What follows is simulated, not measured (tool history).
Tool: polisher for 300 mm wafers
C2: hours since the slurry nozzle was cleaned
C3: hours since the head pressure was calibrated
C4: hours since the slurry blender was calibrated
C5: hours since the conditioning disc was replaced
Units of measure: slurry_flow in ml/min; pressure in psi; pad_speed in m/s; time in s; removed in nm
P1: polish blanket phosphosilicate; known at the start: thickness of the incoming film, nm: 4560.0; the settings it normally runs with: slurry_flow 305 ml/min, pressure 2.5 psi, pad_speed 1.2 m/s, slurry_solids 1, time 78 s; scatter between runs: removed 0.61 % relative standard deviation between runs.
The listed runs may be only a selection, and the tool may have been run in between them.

{"run": 1, "hour": 10.7, "slurry_flow": 305, "pressure": 2.5, "pad_speed": 1.2, "slurry_solids": 1, "time": 78, "wafers polished on this pad": 374, "C2": 249.4, "C3": 122.5, "C4": 88.2, "C5": 72.7, "removed": 727.38}
{"run": 2, "hour": 16.3, "slurry_flow": 305, "pressure": 2.5, "pad_speed": 1.2, "slurry_solids": 1, "time": 78, "wafers polished on this pad": 439, "C2": 255, "C3": 128.1, "C4": 93.8, "C5": 78.3, "removed": 735.24}
{"run": 3, "hour": 25.1, "slurry_flow": 185, "pressure": 2.5, "pad_speed": 1.2, "slurry_solids": 1, "time": 78, "wafers polished on this pad": 540, "C2": 263.8, "C3": 136.9, "C4": 102.6, "C5": 87.1, "removed": 695.25}
{"run": 4, "hour": 31.5, "slurry_flow": 305, "pressure": 1.3, "pad_speed": 1.2, "slurry_solids": 1, "time": 78, "wafers polished on this pad": 613, "C2": 270.2, "C3": 143.3, "C4": 109, "C5": 93.5, "removed": 380.17}
{"run": 5, "hour": 39.1, "slurry_flow": 475, "pressure": 2.5, "pad_speed": 1.2, "slurry_solids": 1, "time": 78, "wafers polished on this pad": 701, "C2": 277.8, "C3": 150.9, "C4": 116.6, "C5": 101.1, "removed": 756.69}
{"run": 6, "hour": 44.4, "slurry_flow": 305, "pressure": 2.5, "pad_speed": 1.2, "slurry_solids": 1, "time": 78, "wafers polished on this pad": 761, "C2": 283.1, "C3": 156.2, "C4": 121.9, "C5": 106.4, "removed": 735.02}
{"run": 7, "hour": 53.7, "slurry_flow": 305, "pressure": 2.5, "pad_speed": 1.2, "slurry_solids": 1, "time": 99, "wafers polished on this pad": 868, "C2": 292.4, "C3": 165.5, "C4": 131.2, "C5": 115.7, "removed": 944.55}
{"run": 8, "hour": 62.9, "slurry_flow": 305, "pressure": 2.5, "pad_speed": 0.78, "slurry_solids": 0.6, "time": 78, "wafers polished on this pad": 974, "C2": 301.6, "C3": 174.7, "C4": 140.4, "C5": 124.9, "removed": 400.99}
{"run": 9, "hour": 69.6, "slurry_flow": 305, "pressure": 4, "pad_speed": 1.2, "slurry_solids": 1, "time": 78, "wafers polished on this pad": 1051, "C2": 308.3, "C3": 181.4, "C4": 147.1, "C5": 131.6, "removed": 1172.3}
{"run": 10, "hour": 77.8, "slurry_flow": 305, "pressure": 2.5, "pad_speed": 1.2, "slurry_solids": 0.6, "time": 78, "wafers polished on this pad": 1145, "C2": 316.5, "C3": 189.6, "C4": 155.3, "C5": 139.8, "removed": 569.01}
{"run": 11, "hour": 87.0, "slurry_flow": 305, "pressure": 2.5, "pad_speed": 1.88, "slurry_solids": 1, "time": 78, "wafers polished on this pad": 1251, "C2": 325.7, "C3": 198.8, "C4": 164.5, "C5": 149, "removed": 1050.8}
{"run": 12, "hour": 96.0, "slurry_flow": 305, "pressure": 2.5, "pad_speed": 1.2, "slurry_solids": 1.5, "time": 78, "wafers polished on this pad": 1354, "C2": 334.7, "C3": 207.8, "C4": 173.5, "C5": 158, "removed": 875.27}
{"run": 13, "hour": 105.4, "slurry_flow": 305, "pressure": 2.5, "pad_speed": 1.2, "slurry_solids": 1, "time": 78, "wafers polished on this pad": 1462, "C2": 344.1, "C3": 217.2, "C4": 182.9, "C5": 167.4, "removed": 740.91}
{"run": 14, "hour": 117.0, "slurry_flow": 305, "pressure": 2.5, "pad_speed": 0.88, "slurry_solids": 1, "time": 78, "wafers polished on this pad": 1595, "C2": 355.7, "C3": 228.8, "C4": 194.5, "C5": 179, "removed": 574.25}
{"run": 15, "hour": 128.6, "slurry_flow": 305, "pressure": 2.5, "pad_speed": 1.2, "slurry_solids": 1, "time": 52, "wafers polished on this pad": 1728, "C2": 367.3, "C3": 240.4, "C4": 206.1, "C5": 190.6, "removed": 489.34}
{"run": 16, "hour": 139.5, "slurry_flow": 455, "pressure": 1.6, "pad_speed": 1.2, "slurry_solids": 1, "time": 78, "wafers polished on this pad": 1853, "C2": 378.2, "C3": 251.3, "C4": 217, "C5": 201.5, "removed": 493.18}
{"run": 17, "hour": 146.8, "slurry_flow": 305, "pressure": 2.5, "pad_speed": 1.2, "slurry_solids": 1, "time": 78, "wafers polished on this pad": 1937, "C2": 385.5, "C3": 258.6, "C4": 224.3, "C5": 208.8, "removed": 742.01}
{"run": 18, "hour": 157.6, "slurry_flow": 305, "pressure": 2.5, "pad_speed": 1.2, "slurry_solids": 1, "time": 78, "wafers polished on this pad": 2061, "C2": 396.3, "C3": 269.4, "C4": 235.1, "C5": 219.6, "removed": 697.44}
{"run": 19, "hour": 165.0, "slurry_flow": 305, "pressure": 2.5, "pad_speed": 1.2, "slurry_solids": 1, "time": 78, "wafers polished on this pad": 2146, "C2": 403.7, "C3": 276.8, "C4": 242.5, "C5": 227, "removed": 681.39}
{"run": 20, "hour": 172.6, "slurry_flow": 305, "pressure": 2.5, "pad_speed": 1.2, "slurry_solids": 1, "time": 78, "wafers polished on this pad": 2233, "C2": 411.3, "C3": 284.4, "C4": 250.1, "C5": 234.6, "removed": 674.2}
{"run": 21, "hour": 180.4, "slurry_flow": 305, "pressure": 2.5, "pad_speed": 1.2, "slurry_solids": 1, "time": 78, "wafers polished on this pad": 2323, "C2": 419.1, "C3": 292.2, "C4": 257.9, "C5": 242.4, "removed": 659.86}
{"hour": 186.2, "done": "conditioning disc replaced and pad reconditioned"}
{"run": 22, "hour": 190.3, "slurry_flow": 305, "pressure": 2.5, "pad_speed": 1.2, "slurry_solids": 1, "time": 78, "wafers polished on this pad": 2437, "C2": 429, "C3": 302.1, "C4": 267.8, "C5": 4.2, "removed": 650.38}

What will run 23 give?
{"run": 23, "hour": 198.0, "slurry_flow": 305, "pressure": 2.5, "pad_speed": 1.2, "slurry_solids": 1, "time": 78, "wafers polished on this pad": 2525, "C2": 436.7, "C3": 309.8, "C4": 275.5, "C5": 11.9, "removed": "?"}

{"run 23": {"removed": 651.45}}
